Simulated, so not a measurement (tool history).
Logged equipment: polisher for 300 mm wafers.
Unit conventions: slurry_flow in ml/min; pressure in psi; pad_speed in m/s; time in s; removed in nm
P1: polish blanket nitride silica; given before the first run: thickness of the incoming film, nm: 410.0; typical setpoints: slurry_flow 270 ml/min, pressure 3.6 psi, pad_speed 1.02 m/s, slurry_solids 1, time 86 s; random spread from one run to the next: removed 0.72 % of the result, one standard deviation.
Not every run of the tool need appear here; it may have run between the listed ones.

run,day,slurry_flow,pressure,pad_speed,slurry_solids,time,removed
1,0.146,270,3.6,1.02,1,86,47.7
2,0.342,160,3.6,1.02,1,86,44.537
3,0.571,270,3.6,1.02,1,39,21.431
4,0.708,270,3.6,1.02,1,86,47.873
5,0.871,270,3.6,1.02,1,86,47.919
6,1.154,270,3.6,1.02,0.55,86,34.358
7,1.338,270,3.6,1.58,1,86,67.696
8,1.508,270,3.6,0.7,1,42,17.21
9,1.671,270,3.6,1.02,1,86,47.595
10,1.858,270,1.6,1.02,1,86,20.979
# day 1.862: head pressure recalibrated
11,2.038,270,3.6,1.02,1.35,86,53.163
12,2.25,270,3.6,1.02,1,86,46.924
# day 2.388: slurry blender recalibrated
13,2.442,270,3.6,1.02,1,86,47.226
14,2.662,420,3.6,1.02,1,86,49.756
15,2.892,270,3.6,1.02,1,131,71.845
16,3.129,270,3.6,1.02,1,86,47.31
17,3.379,270,3.6,0.64,1,86,32.461
18,3.525,270,5.6,1.02,1,86,73.046
19,3.742,270,3.6,1.02,1,86,46.956
20,3.958,270,3.6,1.02,1,86,45.573
21,4.167,270,3.6,1.02,1,86,43.629
22,4.446,270,3.6,1.02,1,86,43.15
# day 4.717: worn pad replaced by a new one
23,4.725,270,3.6,1.02,1,86,42.498
# day 4.738: conditioning disc replaced and pad reconditioned
# day 4.942: slurry nozzle cleaned
24,4.983,270,3.6,1.02,1,86,43.011
25,5.229,270,3.6,1.02,1,86,42.477
26,5.404,270,3.6,1.02,1,86,41.991

P1 no longer gives what it gave before; its output has crept away from where it was. The following 2 causes, each at its listed size, fit the log equally well:
A: abrasive missing from the slurry, % = 21.2
B: head's pressure below its setpoint, % = 10.9
The drift started at roughly day 3.742.
Excluded causes, each with its reason:
removal rate lost through wear of the pad, %: serviced after onset, at day 4.717, with no recovery of the prior output
slurry flow missing at the pad, %: serviced after onset, at day 4.942, with no recovery of the prior output
time polished since the conditioner stopped cutting, s: serviced after onset, at day 4.738, with no recovery of the prior output

Which of the check runs below tells the causes apart, meaning the causes would give it clearly different results? Each run uses 3 wafers whose results are averaged, and each result is shown as a question mark.
check 1,5.579,410,2.7,1.02,1,86,?
check 2,5.579,270,3.6,1.54,1,114,?
check 3,5.579,270,3.6,1.02,0.55,110,?
check 4,5.579,270,1.6,1.02,1,48,?

What each check would give under each cause:
check,result,if A,if B
check 1,removed,32.744,32.742
check 2,removed,77.758,77.755
check 3,removed,37.988,39.333
check 4,removed,10.466,10.465
Smallest distance between any two causes, each pair judged by its most separating result, in per cent: check 1 0 %; check 2 0 %; check 3 3.48 %; check 4 0 %
Check 3 tells the causes apart: in the others they would give nearly the same result.

Check 3 has now been run. It gave: removed 39.399 nm. Which of the candidate causes is it?

The cause is B: head's pressure below its setpoint, %.
